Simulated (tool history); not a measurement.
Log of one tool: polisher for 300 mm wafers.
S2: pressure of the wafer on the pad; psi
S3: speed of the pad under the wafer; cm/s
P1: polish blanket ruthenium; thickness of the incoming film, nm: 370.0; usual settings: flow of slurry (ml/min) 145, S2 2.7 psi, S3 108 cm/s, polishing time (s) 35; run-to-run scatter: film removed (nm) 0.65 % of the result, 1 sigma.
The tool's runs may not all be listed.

Run 1, hour 10.7: flow of slurry (ml/min) 145, S2 2.7 psi, S3 108 cm/s, polishing time (s) 35. Result: film removed (nm) 51.213.
Run 2, hour 24.3: flow of slurry (ml/min) 145, S2 2.7 psi, S3 160 cm/s, polishing time (s) 25. Result: film removed (nm) 54.029.
Run 3, hour 37.1: flow of slurry (ml/min) 85, S2 2.7 psi, S3 108 cm/s, polishing time (s) 35. Result: film removed (nm) 45.466.
Run 4, hour 45.7: flow of slurry (ml/min) 145, S2 2.7 psi, S3 108 cm/s, polishing time (s) 35. Result: film removed (nm) 51.519.
Run 5, hour 54.2: flow of slurry (ml/min) 145, S2 1.7 psi, S3 108 cm/s, polishing time (s) 35. Result: film removed (nm) 32.634.
Run 6, hour 66.6: flow of slurry (ml/min) 145, S2 2.7 psi, S3 108 cm/s, polishing time (s) 16. Result: film removed (nm) 23.394.
Run 7, hour 80.4: flow of slurry (ml/min) 145, S2 2.7 psi, S3 64 cm/s, polishing time (s) 35. Result: film removed (nm) 30.542.
At hour 92.3: slurry nozzle cleaned.
Run 8, hour 94.3: flow of slurry (ml/min) 85, S2 2.7 psi, S3 108 cm/s, polishing time (s) 24. Result: film removed (nm) 31.456.
Run 9, hour 104.7: flow of slurry (ml/min) 145, S2 2.7 psi, S3 108 cm/s, polishing time (s) 35. Result: film removed (nm) 51.426.
Run 10, hour 110.9: flow of slurry (ml/min) 145, S2 2.7 psi, S3 108 cm/s, polishing time (s) 35. Result: film removed (nm) 50.981.
Run 11, hour 118.7: flow of slurry (ml/min) 145, S2 3.7 psi, S3 108 cm/s, polishing time (s) 35. Result: film removed (nm) 70.226.
Run 12, hour 128.2: flow of slurry (ml/min) 145, S2 2.7 psi, S3 108 cm/s, polishing time (s) 35. Result: film removed (nm) 51.692.
Run 13, hour 137.3: flow of slurry (ml/min) 145, S2 2.7 psi, S3 154 cm/s, polishing time (s) 35. Result: film removed (nm) 74.428.
Run 14, hour 144.9: flow of slurry (ml/min) 195, S2 2.7 psi, S3 108 cm/s, polishing time (s) 35. Result: film removed (nm) 53.653.
Run 15, hour 153.4: flow of slurry (ml/min) 145, S2 2.7 psi, S3 108 cm/s, polishing time (s) 53. Result: film removed (nm) 78.624.
Run 16, hour 165.4: flow of slurry (ml/min) 145, S2 2.7 psi, S3 108 cm/s, polishing time (s) 35. Result: film removed (nm) 51.423.
Run 17, hour 179.1: flow of slurry (ml/min) 145, S2 2.7 psi, S3 108 cm/s, polishing time (s) 35. Result: film removed (nm) 51.392.
Run 18, hour 191.2: flow of slurry (ml/min) 145, S2 2.7 psi, S3 108 cm/s, polishing time (s) 35. Result: film removed (nm) 49.712.
Run 19, hour 201.6: flow of slurry (ml/min) 145, S2 2.7 psi, S3 108 cm/s, polishing time (s) 35. Result: film removed (nm) 49.324.
Run 20, hour 215.3: flow of slurry (ml/min) 145, S2 2.7 psi, S3 108 cm/s, polishing time (s) 35. Result: film removed (nm) 48.268.

Run 21 is up next; what results do you expect?
Run 21, hour 228.6: flow of slurry (ml/min) 145, S2 2.7 psi, S3 108 cm/s, polishing time (s) 35. Result: film removed (nm) ?.

{"run 21": {"film removed (nm)": 47.817}}
